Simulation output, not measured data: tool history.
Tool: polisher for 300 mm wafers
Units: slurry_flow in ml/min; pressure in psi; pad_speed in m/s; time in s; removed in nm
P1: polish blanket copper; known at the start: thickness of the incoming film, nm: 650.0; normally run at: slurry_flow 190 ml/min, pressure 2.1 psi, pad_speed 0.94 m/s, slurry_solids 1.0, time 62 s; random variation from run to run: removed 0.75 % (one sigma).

| run | hour | slurry_flow | pressure | pad_speed | slurry_solids | time | wafers polished on this pad | hours since the slurry nozzle was cleaned | hours since the head pressure was calibrated | hours since the slurry blender was calibrated | removed |
|---|---|---|---|---|---|---|---|---|---|---|---|
| 1 | 14.9 | 190 | 2.1 | 0.94 | 1.0 | 62 | 1029 | 264.6 | 109.1 | 82.3 | 115.520 |
| 2 | 24.5 | 285 | 2.1 | 0.94 | 1.0 | 62 | 1136 | 274.2 | 118.7 | 91.9 | 120.390 |
| 3 | 32.9 | 190 | 2.1 | 0.94 | 0.5 | 62 | 1230 | 282.6 | 127.1 | 100.3 | 99.489 |
| 4 | 46.1 | 115 | 2.1 | 0.94 | 1.0 | 62 | 1377 | 295.8 | 140.3 | 113.5 | 104.040 |
| 5 | 56.7 | 190 | 2.1 | 0.44 | 1.0 | 62 | 1495 | 306.4 | 150.9 | 124.1 | 53.579 |
| 6 | 68.9 | 190 | 2.1 | 0.94 | 1.4 | 62 | 1631 | 318.6 | 163.1 | 136.3 | 122.150 |
| 7 | 80.7 | 190 | 2.1 | 0.94 | 1.0 | 62 | 1763 | 330.4 | 174.9 | 148.1 | 114.110 |
| 8 | 96.6 | 190 | 3.3 | 0.94 | 1.0 | 62 | 1940 | 346.3 | 190.8 | 164.0 | 179.860 |
| 9 | 108.2 | 190 | 2.1 | 1.46 | 1.0 | 62 | 2070 | 357.9 | 202.4 | 175.6 | 176.830 |
| 10 | 122.3 | 190 | 2.1 | 0.94 | 1.0 | 40 | 2227 | 372.0 | 216.5 | 189.7 | 73.976 |
| 11 | 134.5 | 190 | 2.1 | 0.94 | 1.0 | 81 | 2363 | 384.2 | 228.7 | 201.9 | 149.600 |
| 12 | 146.2 | 190 | 2.1 | 0.94 | 1.0 | 62 | 2494 | 395.9 | 240.4 | 213.6 | 114.330 |
| 13 | 161.0 | 190 | 1.4 | 0.94 | 1.0 | 62 | 2659 | 410.7 | 255.2 | 228.4 | 75.459 |
| 14 | 168.7 | 190 | 2.1 | 1.40 | 1.0 | 42 | 2745 | 418.4 | 262.9 | 236.1 | 116.460 |
| 15 | 179.0 | 190 | 2.1 | 0.94 | 1.0 | 62 | 2860 | 428.7 | 273.2 | 246.4 | 114.730 |
| 16 | 191.2 | 190 | 2.1 | 0.94 | 1.0 | 62 | 2996 | 440.9 | 285.4 | 258.6 | 115.920 |

Forecast run 17:
| 17 | 207.7 | 190 | 2.1 | 0.94 | 1.0 | 62 | 3180 | 457.4 | 301.9 | 275.1 | ? |

Run 17 gave removed 113.250 nm.
